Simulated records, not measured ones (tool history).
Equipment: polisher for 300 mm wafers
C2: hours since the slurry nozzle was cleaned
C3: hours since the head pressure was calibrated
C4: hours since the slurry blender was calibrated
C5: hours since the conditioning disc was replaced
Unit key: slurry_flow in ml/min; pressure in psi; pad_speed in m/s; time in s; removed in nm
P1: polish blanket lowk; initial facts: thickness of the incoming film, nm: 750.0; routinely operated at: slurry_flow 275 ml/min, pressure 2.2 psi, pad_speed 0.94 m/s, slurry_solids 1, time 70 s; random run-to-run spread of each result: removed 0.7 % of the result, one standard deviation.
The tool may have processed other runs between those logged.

run 1 hour=10.4 | slurry_flow=275 pressure=2.2 pad_speed=0.94 slurry_solids=1 time=70 | wafers_polished_on_this_pad=353 C2=204.8 C3=130.5 C4=80.3 C5=151.8 | removed=32.196
run 2 hour=21.2 | slurry_flow=425 pressure=2.2 pad_speed=0.94 slurry_solids=1 time=70 | wafers_polished_on_this_pad=414 C2=215.6 C3=141.3 C4=91.1 C5=162.6 | removed=33.331
run 3 hour=30.1 | slurry_flow=275 pressure=1.3 pad_speed=0.94 slurry_solids=1.3 time=70 | wafers_polished_on_this_pad=464 C2=224.5 C3=150.2 C4=100 C5=171.5 | removed=21.159
run 4 hour=38 | slurry_flow=275 pressure=2.2 pad_speed=0.94 slurry_solids=1 time=51 | wafers_polished_on_this_pad=509 C2=232.4 C3=158.1 C4=107.9 C5=179.4 | removed=23.407
run 5 hour=47.7 | slurry_flow=275 pressure=2.2 pad_speed=0.94 slurry_solids=0.5 time=70 | wafers_polished_on_this_pad=564 C2=242.1 C3=167.8 C4=117.6 C5=189.1 | removed=21.833
run 6 hour=60.5 | slurry_flow=275 pressure=2.2 pad_speed=0.94 slurry_solids=1 time=70 | wafers_polished_on_this_pad=636 C2=254.9 C3=180.6 C4=130.4 C5=201.9 | removed=32.158
run 7 hour=70.5 | slurry_flow=275 pressure=1 pad_speed=0.94 slurry_solids=1 time=70 | wafers_polished_on_this_pad=693 C2=264.9 C3=190.6 C4=140.4 C5=211.9 | removed=14.619
run 8 hour=82.5 | slurry_flow=275 pressure=2.2 pad_speed=0.94 slurry_solids=1 time=70 | wafers_polished_on_this_pad=760 C2=276.9 C3=202.6 C4=152.4 C5=223.9 | removed=32.245
run 9 hour=94.1 | slurry_flow=275 pressure=2.2 pad_speed=0.42 slurry_solids=1 time=70 | wafers_polished_on_this_pad=826 C2=288.5 C3=214.2 C4=164 C5=235.5 | removed=16.977
run 10 hour=105.7 | slurry_flow=165 pressure=2.2 pad_speed=0.94 slurry_solids=1 time=70 | wafers_polished_on_this_pad=892 C2=300.1 C3=225.8 C4=175.6 C5=247.1 | removed=30.099
run 11 hour=116.5 | slurry_flow=275 pressure=2.2 pad_speed=0.94 slurry_solids=1 time=70 | wafers_polished_on_this_pad=953 C2=310.9 C3=236.6 C4=186.4 C5=257.9 | removed=32.27
run 12 hour=125.1 | slurry_flow=275 pressure=2.2 pad_speed=0.94 slurry_solids=1.45 time=70 | wafers_polished_on_this_pad=1001 C2=319.5 C3=245.2 C4=195 C5=266.5 | removed=37.728
run 13 hour=130.7 | slurry_flow=275 pressure=2.2 pad_speed=0.94 slurry_solids=1 time=70 | wafers_polished_on_this_pad=1033 C2=325.1 C3=250.8 C4=200.6 C5=272.1 | removed=32.263
run 14 hour=143 | slurry_flow=275 pressure=2.2 pad_speed=1.48 slurry_solids=1 time=70 | wafers_polished_on_this_pad=1102 C2=337.4 C3=263.1 C4=212.9 C5=284.4 | removed=45.553
run 15 hour=148.7 | slurry_flow=275 pressure=2.2 pad_speed=0.94 slurry_solids=1 time=70 | wafers_polished_on_this_pad=1135 C2=343.1 C3=268.8 C4=218.6 C5=290.1 | removed=31.995
run 16 hour=157.3 | slurry_flow=275 pressure=2.2 pad_speed=0.94 slurry_solids=1 time=95 | wafers_polished_on_this_pad=1183 C2=351.7 C3=277.4 C4=227.2 C5=298.7 | removed=43.583
run 17 hour=167.7 | slurry_flow=370 pressure=2.2 pad_speed=0.94 slurry_solids=1 time=44 | wafers_polished_on_this_pad=1242 C2=362.1 C3=287.8 C4=237.6 C5=309.1 | removed=20.753
run 18 hour=173.8 | slurry_flow=275 pressure=3.4 pad_speed=0.94 slurry_solids=1 time=70 | wafers_polished_on_this_pad=1276 C2=368.2 C3=293.9 C4=243.7 C5=315.2 | removed=49.863
run 19 hour=184.4 | slurry_flow=275 pressure=2.2 pad_speed=0.94 slurry_solids=1 time=70 | wafers_polished_on_this_pad=1336 C2=378.8 C3=304.5 C4=254.3 C5=325.8 | removed=32.275
run 20 hour=196.9 | slurry_flow=275 pressure=2.2 pad_speed=0.94 slurry_solids=1 time=70 | wafers_polished_on_this_pad=1407 C2=391.3 C3=317 C4=266.8 C5=338.3 | removed=31.299
run 21 hour=206.6 | slurry_flow=275 pressure=2.2 pad_speed=0.94 slurry_solids=1 time=70 | wafers_polished_on_this_pad=1462 C2=401 C3=326.7 C4=276.5 C5=348 | removed=30.492
run 22 hour=215.6 | slurry_flow=275 pressure=2.2 pad_speed=0.94 slurry_solids=1 time=70 | wafers_polished_on_this_pad=1513 C2=410 C3=335.7 C4=285.5 C5=357 | removed=30.229
run 23 hour=225.4 | slurry_flow=275 pressure=2.2 pad_speed=0.94 slurry_solids=1 time=70 | wafers_polished_on_this_pad=1568 C2=419.8 C3=345.5 C4=295.3 C5=366.8 | removed=29.869
run 24 hour=231.2 | slurry_flow=275 pressure=2.2 pad_speed=0.94 slurry_solids=1 time=70 | wafers_polished_on_this_pad=1601 C2=425.6 C3=351.3 C4=301.1 C5=372.6 | removed=29.472
-- hour=231.3 conditioning disc replaced and pad reconditioned
run 25 hour=239.1 | slurry_flow=275 pressure=2.2 pad_speed=0.94 slurry_solids=1 time=70 | wafers_polished_on_this_pad=1645 C2=433.5 C3=359.2 C4=309 C5=7.9 | removed=30.221
-- hour=248.4 worn pad replaced by a new one
run 26 hour=249.7 | slurry_flow=275 pressure=2.2 pad_speed=0.94 slurry_solids=1 time=70 | wafers_polished_on_this_pad=7 C2=444.1 C3=369.8 C4=319.6 C5=18.5 | removed=29.538
run 27 hour=259.1 | slurry_flow=275 pressure=2.2 pad_speed=0.94 slurry_solids=1 time=70 | wafers_polished_on_this_pad=60 C2=453.5 C3=379.2 C4=329 C5=27.9 | removed=29.419
-- hour=264.6 slurry nozzle cleaned
run 28 hour=270.7 | slurry_flow=275 pressure=2.2 pad_speed=0.94 slurry_solids=1 time=70 | wafers_polished_on_this_pad=126 C2=6.2 C3=390.8 C4=340.6 C5=39.5 | removed=29.465
run 29 hour=282.6 | slurry_flow=275 pressure=2.2 pad_speed=0.94 slurry_solids=1 time=70 | wafers_polished_on_this_pad=193 C2=18.1 C3=402.7 C4=352.5 C5=51.4 | removed=29.589
run 30 hour=294.8 | slurry_flow=275 pressure=2.2 pad_speed=0.94 slurry_solids=1 time=70 | wafers_polished_on_this_pad=262 C2=30.3 C3=414.9 C4=364.7 C5=63.6 | removed=29.008

P1 has crept away from where it was. The log is fitted equally well by each of these 2 causes, at the sizes shown:
A: head's pressure below its setpoint, % = 8.85
B: abrasive missing from the slurry, % = 17.6
The gradual shift began around hour 184.4.
Each remaining cause and why it is not a fit:
removal rate lost through wear of the pad, %: was serviced at hour 248.4, once the creep was under way, yet the earlier output never came back
slurry flow missing at the pad, %: was serviced at hour 264.6, once the creep was under way, yet the earlier output never came back
time polished since the conditioner stopped cutting, s: was serviced at hour 231.3, once the creep was under way, yet the earlier output never came back

4 check runs are offered, each on 3 wafers whose results are averaged, their results left as question marks. Which one tells the causes apart?
run check 1 hour=307 | slurry_flow=345 pressure=2.2 pad_speed=0.94 slurry_solids=0.55 time=70 | removed=?
run check 2 hour=307 | slurry_flow=170 pressure=3.3 pad_speed=0.94 slurry_solids=1 time=70 | removed=?
run check 3 hour=307 | slurry_flow=420 pressure=2.2 pad_speed=1.44 slurry_solids=1 time=70 | removed=?
run check 4 hour=307 | slurry_flow=165 pressure=1.1 pad_speed=0.94 slurry_solids=1 time=70 | removed=?

What every check run would give for each of its results, assuming each possible cause in turn:
check=check_1 result=removed if_A=21.779 if_B=21.17
check=check_2 result=removed if_A=41.398 if_B=41.398
check=check_3 result=removed if_A=42.624 if_B=42.624
check=check_4 result=removed if_A=13.735 if_B=13.735
Per-check spread between the two closest causes, in the result where they differ most: check 1 2.84 %; check 2 0 %; check 3 0 %; check 4 0 %
Only check 1 tells the causes apart: in the others they would give nearly the same result.

Check 1 has now been run. It gave: removed 21.166 nm. Which of the candidate causes is it?

The cause is B: abrasive missing from the slurry, %.

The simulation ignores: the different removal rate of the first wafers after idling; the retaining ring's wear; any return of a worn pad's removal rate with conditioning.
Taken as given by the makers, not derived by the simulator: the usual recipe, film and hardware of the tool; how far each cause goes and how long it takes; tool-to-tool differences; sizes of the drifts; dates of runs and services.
